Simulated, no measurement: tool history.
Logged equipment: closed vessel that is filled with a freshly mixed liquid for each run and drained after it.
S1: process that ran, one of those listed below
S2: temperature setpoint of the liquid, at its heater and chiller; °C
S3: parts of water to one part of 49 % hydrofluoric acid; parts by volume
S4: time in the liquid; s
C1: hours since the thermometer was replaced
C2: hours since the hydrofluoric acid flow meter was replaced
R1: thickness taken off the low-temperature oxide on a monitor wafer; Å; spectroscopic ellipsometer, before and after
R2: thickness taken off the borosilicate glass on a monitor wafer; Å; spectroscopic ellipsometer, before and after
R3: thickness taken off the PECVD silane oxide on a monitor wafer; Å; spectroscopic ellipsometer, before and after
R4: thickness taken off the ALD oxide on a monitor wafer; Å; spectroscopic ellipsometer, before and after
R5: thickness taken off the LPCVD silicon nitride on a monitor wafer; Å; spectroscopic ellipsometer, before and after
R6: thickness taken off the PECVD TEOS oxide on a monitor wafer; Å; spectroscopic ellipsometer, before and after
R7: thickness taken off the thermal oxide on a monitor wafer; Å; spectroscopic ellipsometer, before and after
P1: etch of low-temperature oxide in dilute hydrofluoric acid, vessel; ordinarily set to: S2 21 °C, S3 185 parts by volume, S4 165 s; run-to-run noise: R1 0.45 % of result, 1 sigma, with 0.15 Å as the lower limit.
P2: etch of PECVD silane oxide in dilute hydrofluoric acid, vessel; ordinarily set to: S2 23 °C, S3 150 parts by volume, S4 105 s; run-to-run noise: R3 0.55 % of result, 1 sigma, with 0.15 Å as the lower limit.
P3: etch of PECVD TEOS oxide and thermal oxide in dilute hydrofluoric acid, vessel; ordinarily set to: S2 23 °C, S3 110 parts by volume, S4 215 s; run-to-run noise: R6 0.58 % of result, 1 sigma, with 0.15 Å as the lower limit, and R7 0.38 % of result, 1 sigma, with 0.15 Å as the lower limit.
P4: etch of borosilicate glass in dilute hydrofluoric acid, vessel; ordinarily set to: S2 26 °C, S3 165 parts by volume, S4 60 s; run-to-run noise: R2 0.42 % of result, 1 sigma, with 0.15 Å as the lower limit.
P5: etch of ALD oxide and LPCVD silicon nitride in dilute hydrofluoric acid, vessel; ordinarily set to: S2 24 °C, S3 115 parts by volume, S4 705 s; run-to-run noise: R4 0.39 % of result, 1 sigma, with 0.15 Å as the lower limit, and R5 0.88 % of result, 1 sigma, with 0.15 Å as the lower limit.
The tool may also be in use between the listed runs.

run,hour,S1,S2,S3,S4,C1,C2,R1,R2,R3,R4,R5,R6,R7
1,3.9,P1,21,185,165,293.8,694.7,143.52,,,,,,
2,7.2,P1,21,185,165,297.1,698,143.78,,,,,,
3,10.5,P1,21,185,35,300.4,701.3,30.441,,,,,,
4,15.3,P1,17,185,165,305.2,706.1,123.11,,,,,,
5,21.2,P4,26,165,60,311.1,712,,88.979,,,,,
6,25.8,P2,23,150,105,315.7,716.6,,,311.33,,,,
7,30.3,P5,24,115,705,320.2,721.1,,,,604.05,30.455,,
8,35.7,P2,23,150,30,325.6,726.5,,,89.103,,,,
9,40.9,P3,18.5,110,215,330.8,731.7,,,,,,338.28,75.477
10,45.8,P3,23,195,215,335.7,736.6,,,,,,211.18,46.107
11,51.6,P3,23,110,410,341.5,742.4,,,,,,775.25,172.41
12,56.8,P4,26,165,30,346.7,747.6,,44.953,,,,,
13,63,P1,21,185,165,352.9,753.8,142.82,,,,,,
14,66.1,P1,28.5,185,165,356,756.9,188.92,,,,,,
15,71.1,P1,17,185,40,361,761.9,29.505,,,,,,
16,76.8,P1,21,185,165,366.7,767.6,142.72,,,,,,
17,83.1,P1,21,285,165,373,773.9,84.68,,,,,,
18,88.3,P3,23,110,215,378.2,779.1,,,,,,401.47,90.441
19,92.7,P1,17,260,165,382.6,783.5,81.184,,,,,,
20,97.4,P2,23,50,105,387.3,788.2,,,1063.5,,,,
21,103.3,P5,24,190,705,393.2,794.1,,,,337.09,18.674,,
22,108.4,P4,26,165,60,398.3,799.2,,89.806,,,,,
23,111.4,P4,26,50,60,401.3,802.2,,342.86,,,,,
24,115.2,P5,24,115,190,405.1,806,,,,164.02,8.0853,,
25,120.3,P1,21,115,165,410.2,811.1,247.43,,,,,,
# hour 120.6: thermometer replaced
26,124.5,P5,28.5,115,705,3.9,815.3,,,,717.25,40.58,,
27,129.4,P1,21,185,290,8.8,820.2,253.08,,,,,,
28,133.3,P1,17,185,310,12.7,824.1,231.3,,,,,,
29,136.8,P1,21,185,165,16.2,827.6,143.4,,,,,,
30,141.3,P2,27.5,150,105,20.7,832.1,,,373.51,,,,
31,145.5,P4,17.5,165,60,24.9,836.3,,64.018,,,,,
32,150.5,P3,23,110,215,29.9,841.3,,,,,,404.19,90.323
33,154,P1,21,185,165,33.4,844.8,142.8,,,,,,
34,157.2,P1,21,185,165,36.6,848,146.81,,,,,,
35,160.9,P1,21,185,165,40.3,851.7,147.81,,,,,,
36,166.1,P1,21,185,165,45.5,856.9,150.77,,,,,,
37,172.3,P1,21,185,165,51.7,863.1,151.65,,,,,,
38,177.8,P1,21,185,165,57.2,868.6,150.61,,,,,,
39,180.8,P1,21,185,165,60.2,871.6,153.39,,,,,,
40,186.1,P1,21,185,165,65.5,876.9,151.84,,,,,,
41,191.2,P1,21,185,165,70.6,882,153.58,,,,,,

What P1 gives has crept away from where it was. These 2 causes fit the log equally well, each at the size given:
A: hydrofluoric acid flow above the setpoint (%) = 5.14
B: liquid hotter than its thermometer reads (K) = 1.56
The process output started creeping at around hour 154.

4 check runs are offered, each on 2 wafers whose results are averaged, their results left as question marks. Which one tells the causes apart?
check 1,196.3,P3,23,110,215,,,,,,,,?,?
check 2,196.3,P5,24,115,705,,,,,,?,?,,
check 3,196.3,P2,23,150,105,,,,,?,,,,
check 4,196.3,P4,26,165,60,,,,?,,,,,

Check results expected under each cause:
check,result,if A,if B
check 1,R6,428.7,430.83
check 1,R7,95.553,96.027
check 2,R4,640.56,643
check 2,R5,31.776,33.471
check 3,R3,331.32,331.8
check 4,R2,95.146,94.924
Smallest distance between any two causes, each pair judged by its most separating result, in per cent: check 1 0.5 %; check 2 5.2 %; check 3 0.14 %; check 4 0.23 %
Only in check 2 would the causes give clearly different results; in the remaining checks their results would be nearly the same.

Running check 2 produced the following: R4 640.54 Å; R5 31.882 Å. Which one of the listed causes fits?

It was cause A: hydrofluoric acid flow above the setpoint (%).
